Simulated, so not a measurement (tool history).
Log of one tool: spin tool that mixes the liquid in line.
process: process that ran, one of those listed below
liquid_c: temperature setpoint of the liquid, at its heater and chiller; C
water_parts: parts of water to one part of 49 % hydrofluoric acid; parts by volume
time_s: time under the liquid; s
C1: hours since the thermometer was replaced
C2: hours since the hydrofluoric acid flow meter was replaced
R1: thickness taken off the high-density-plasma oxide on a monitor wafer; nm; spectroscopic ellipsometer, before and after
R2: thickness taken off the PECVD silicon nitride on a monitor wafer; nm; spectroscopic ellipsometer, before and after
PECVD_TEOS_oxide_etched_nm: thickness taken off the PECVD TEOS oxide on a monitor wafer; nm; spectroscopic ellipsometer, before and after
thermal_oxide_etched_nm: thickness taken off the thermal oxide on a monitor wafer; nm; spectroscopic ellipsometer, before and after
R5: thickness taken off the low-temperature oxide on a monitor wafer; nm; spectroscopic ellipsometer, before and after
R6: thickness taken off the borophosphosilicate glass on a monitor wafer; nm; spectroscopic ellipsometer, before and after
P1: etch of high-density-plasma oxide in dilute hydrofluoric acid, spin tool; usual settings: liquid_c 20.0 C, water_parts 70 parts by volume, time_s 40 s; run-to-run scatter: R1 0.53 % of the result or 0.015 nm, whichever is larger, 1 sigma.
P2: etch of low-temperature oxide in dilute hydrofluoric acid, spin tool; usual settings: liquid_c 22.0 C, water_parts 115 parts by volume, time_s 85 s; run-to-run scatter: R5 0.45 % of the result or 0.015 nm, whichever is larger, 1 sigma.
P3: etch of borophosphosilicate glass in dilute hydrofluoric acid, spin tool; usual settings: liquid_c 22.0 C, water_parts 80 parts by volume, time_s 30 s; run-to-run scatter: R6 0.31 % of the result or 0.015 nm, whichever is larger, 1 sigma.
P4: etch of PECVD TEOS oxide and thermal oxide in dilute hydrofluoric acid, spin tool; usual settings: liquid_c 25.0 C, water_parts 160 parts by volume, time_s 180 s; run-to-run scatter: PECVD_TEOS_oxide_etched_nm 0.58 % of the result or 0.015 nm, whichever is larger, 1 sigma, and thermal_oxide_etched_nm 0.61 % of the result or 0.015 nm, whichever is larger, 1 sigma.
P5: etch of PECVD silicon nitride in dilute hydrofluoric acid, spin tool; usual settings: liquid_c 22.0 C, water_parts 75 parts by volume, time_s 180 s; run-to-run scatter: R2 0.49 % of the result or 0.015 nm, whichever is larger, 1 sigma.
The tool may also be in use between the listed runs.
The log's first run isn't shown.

{"run": 2, "day": 1.058, "process": "P5", "liquid_c": 22.0, "water_parts": 125, "time_s": 180, "C1": 187.1, "C2": 264.0, "R2": 3.7157}
{"run": 3, "day": 1.438, "process": "P5", "liquid_c": 17.0, "water_parts": 75, "time_s": 180, "C1": 196.2, "C2": 273.1, "R2": 4.3111}
{"run": 4, "day": 1.962, "process": "P1", "liquid_c": 20.0, "water_parts": 70, "time_s": 15, "C1": 208.8, "C2": 285.7, "R1": 1.5846}
{"run": 5, "day": 2.242, "process": "P5", "liquid_c": 22.0, "water_parts": 75, "time_s": 70, "C1": 215.5, "C2": 292.4, "R2": 2.3675}
{"run": 6, "day": 2.675, "process": "P5", "liquid_c": 22.0, "water_parts": 75, "time_s": 180, "C1": 225.9, "C2": 302.8, "R2": 6.1222}
{"run": 7, "day": 3.25, "process": "P1", "liquid_c": 20.0, "water_parts": 70, "time_s": 40, "C1": 239.7, "C2": 316.6, "R1": 4.2604}
{"run": 8, "day": 3.554, "process": "P4", "liquid_c": 25.0, "water_parts": 255, "time_s": 180, "C1": 247.0, "C2": 323.9, "PECVD_TEOS_oxide_etched_nm": 7.0018, "thermal_oxide_etched_nm": 2.861}
{"run": 9, "day": 4.167, "process": "P2", "liquid_c": 26.0, "water_parts": 115, "time_s": 85, "C1": 261.7, "C2": 338.6, "R5": 19.26}
{"run": 10, "day": 4.783, "process": "P3", "liquid_c": 22.0, "water_parts": 80, "time_s": 30, "C1": 276.5, "C2": 353.4, "R6": 25.209}
{"run": 11, "day": 5.133, "process": "P3", "liquid_c": 22.0, "water_parts": 80, "time_s": 50, "C1": 284.9, "C2": 361.8, "R6": 41.984}
{"run": 12, "day": 5.7, "process": "P3", "liquid_c": 17.5, "water_parts": 80, "time_s": 30, "C1": 298.5, "C2": 375.4, "R6": 20.816}
{"run": 13, "day": 6.3, "process": "P1", "liquid_c": 17.0, "water_parts": 70, "time_s": 40, "C1": 312.9, "C2": 389.8, "R1": 3.7501}
{"day": 6.325, "done": "hydrofluoric acid flow meter replaced"}
{"run": 14, "day": 6.662, "process": "P1", "liquid_c": 20.0, "water_parts": 125, "time_s": 15, "C1": 321.6, "C2": 8.2, "R1": 0.85614}
{"run": 15, "day": 7.254, "process": "P4", "liquid_c": 25.0, "water_parts": 160, "time_s": 180, "C1": 335.8, "C2": 22.4, "PECVD_TEOS_oxide_etched_nm": 12.4, "thermal_oxide_etched_nm": 5.0226}
{"run": 16, "day": 7.542, "process": "P4", "liquid_c": 25.0, "water_parts": 160, "time_s": 260, "C1": 342.7, "C2": 29.3, "PECVD_TEOS_oxide_etched_nm": 17.83, "thermal_oxide_etched_nm": 7.2914}
{"run": 17, "day": 8.092, "process": "P5", "liquid_c": 22.0, "water_parts": 75, "time_s": 180, "C1": 355.9, "C2": 42.5, "R2": 6.169}
{"run": 18, "day": 8.625, "process": "P4", "liquid_c": 17.5, "water_parts": 160, "time_s": 180, "C1": 368.7, "C2": 55.3, "PECVD_TEOS_oxide_etched_nm": 9.1451, "thermal_oxide_etched_nm": 3.7775}
{"run": 19, "day": 9.179, "process": "P1", "liquid_c": 27.0, "water_parts": 70, "time_s": 40, "C1": 382.0, "C2": 68.6, "R1": 5.6616}
{"run": 20, "day": 9.625, "process": "P1", "liquid_c": 20.0, "water_parts": 70, "time_s": 60, "C1": 392.7, "C2": 79.3, "R1": 6.5101}
{"run": 21, "day": 10.1, "process": "P2", "liquid_c": 22.0, "water_parts": 200, "time_s": 85, "C1": 404.1, "C2": 90.7, "R5": 8.6976}
{"run": 22, "day": 10.708, "process": "P1", "liquid_c": 20.0, "water_parts": 70, "time_s": 40, "C1": 418.7, "C2": 105.3, "R1": 4.2957}
{"run": 23, "day": 11.233, "process": "P1", "liquid_c": 20.0, "water_parts": 70, "time_s": 40, "C1": 431.3, "C2": 117.9, "R1": 4.2455}
{"run": 24, "day": 11.538, "process": "P1", "liquid_c": 20.0, "water_parts": 125, "time_s": 40, "C1": 438.6, "C2": 125.2, "R1": 2.2331}
{"run": 25, "day": 11.896, "process": "P1", "liquid_c": 20.0, "water_parts": 20, "time_s": 40, "C1": 447.2, "C2": 133.8, "R1": 15.818}
{"run": 26, "day": 12.412, "process": "P2", "liquid_c": 22.0, "water_parts": 115, "time_s": 85, "C1": 459.6, "C2": 146.2, "R5": 16.596}

Forecast run 27:
{"run": 27, "day": 12.817, "process": "P2", "liquid_c": 22.0, "water_parts": 115, "time_s": 45, "C1": 469.3, "C2": 155.9, "R5": "?"}

{"run 27": {"R5": 8.785}}

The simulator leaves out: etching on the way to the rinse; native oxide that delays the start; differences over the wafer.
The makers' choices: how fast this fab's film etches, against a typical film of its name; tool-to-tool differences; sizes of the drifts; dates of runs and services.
